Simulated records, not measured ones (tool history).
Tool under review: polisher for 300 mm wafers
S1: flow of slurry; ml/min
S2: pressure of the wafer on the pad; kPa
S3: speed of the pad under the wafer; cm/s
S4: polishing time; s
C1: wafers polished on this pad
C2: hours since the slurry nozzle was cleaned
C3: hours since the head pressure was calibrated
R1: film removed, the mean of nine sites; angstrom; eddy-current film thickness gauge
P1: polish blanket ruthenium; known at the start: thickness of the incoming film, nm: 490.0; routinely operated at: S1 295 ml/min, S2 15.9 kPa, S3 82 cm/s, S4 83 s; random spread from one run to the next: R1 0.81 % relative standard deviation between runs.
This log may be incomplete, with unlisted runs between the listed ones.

| run | hour | S1 | S2 | S3 | S4 | C1 | C2 | C3 | R1 |
|---|---|---|---|---|---|---|---|---|---|
| 1 | 8.1 | 295 | 15.9 | 82 | 83 | 286 | 130.9 | 210.5 | 759.80 |
| 2 | 16.2 | 295 | 15.9 | 82 | 83 | 337 | 139.0 | 218.6 | 753.43 |
| 3 | 24.6 | 295 | 15.9 | 42 | 83 | 389 | 147.4 | 227.0 | 385.84 |
|  | 24.9 | worn pad replaced by a new one |
| 4 | 28.7 | 295 | 15.9 | 112 | 83 | 24 | 151.5 | 231.1 | 1020.90 |
| 5 | 35.3 | 370 | 15.9 | 82 | 83 | 65 | 158.1 | 237.7 | 760.82 |
| 6 | 40.8 | 295 | 15.9 | 82 | 83 | 99 | 163.6 | 243.2 | 763.87 |
| 7 | 48.2 | 295 | 11.0 | 82 | 83 | 146 | 171.0 | 250.6 | 526.89 |
| 8 | 53.7 | 295 | 15.9 | 82 | 83 | 180 | 176.5 | 256.1 | 749.83 |
| 9 | 59.2 | 175 | 15.9 | 82 | 83 | 215 | 182.0 | 261.6 | 703.70 |
| 10 | 65.3 | 295 | 15.9 | 82 | 58 | 253 | 188.1 | 267.7 | 527.14 |
| 11 | 72.1 | 295 | 6.9 | 64 | 83 | 295 | 194.9 | 274.5 | 253.44 |
| 12 | 80.0 | 295 | 24.1 | 82 | 83 | 345 | 202.8 | 282.4 | 1138.20 |
| 13 | 88.1 | 215 | 22.1 | 82 | 83 | 395 | 210.9 | 290.5 | 1028.20 |
| 14 | 93.9 | 295 | 21.4 | 82 | 52 | 432 | 216.7 | 296.3 | 632.76 |
| 15 | 101.3 | 295 | 15.9 | 82 | 130 | 478 | 224.1 | 303.7 | 1176.60 |
| 16 | 109.6 | 295 | 15.9 | 82 | 83 | 530 | 232.4 | 312.0 | 751.29 |
| 17 | 117.2 | 295 | 15.9 | 82 | 83 | 577 | 240.0 | 319.6 | 749.03 |
| 18 | 122.4 | 295 | 15.9 | 82 | 83 | 610 | 245.2 | 324.8 | 744.94 |

Estimate the outcome of run 19 from the log above:
| 19 | 130.0 | 295 | 15.9 | 82 | 83 | 657 | 252.8 | 332.4 | ? |

R1: 737.29 angstrom
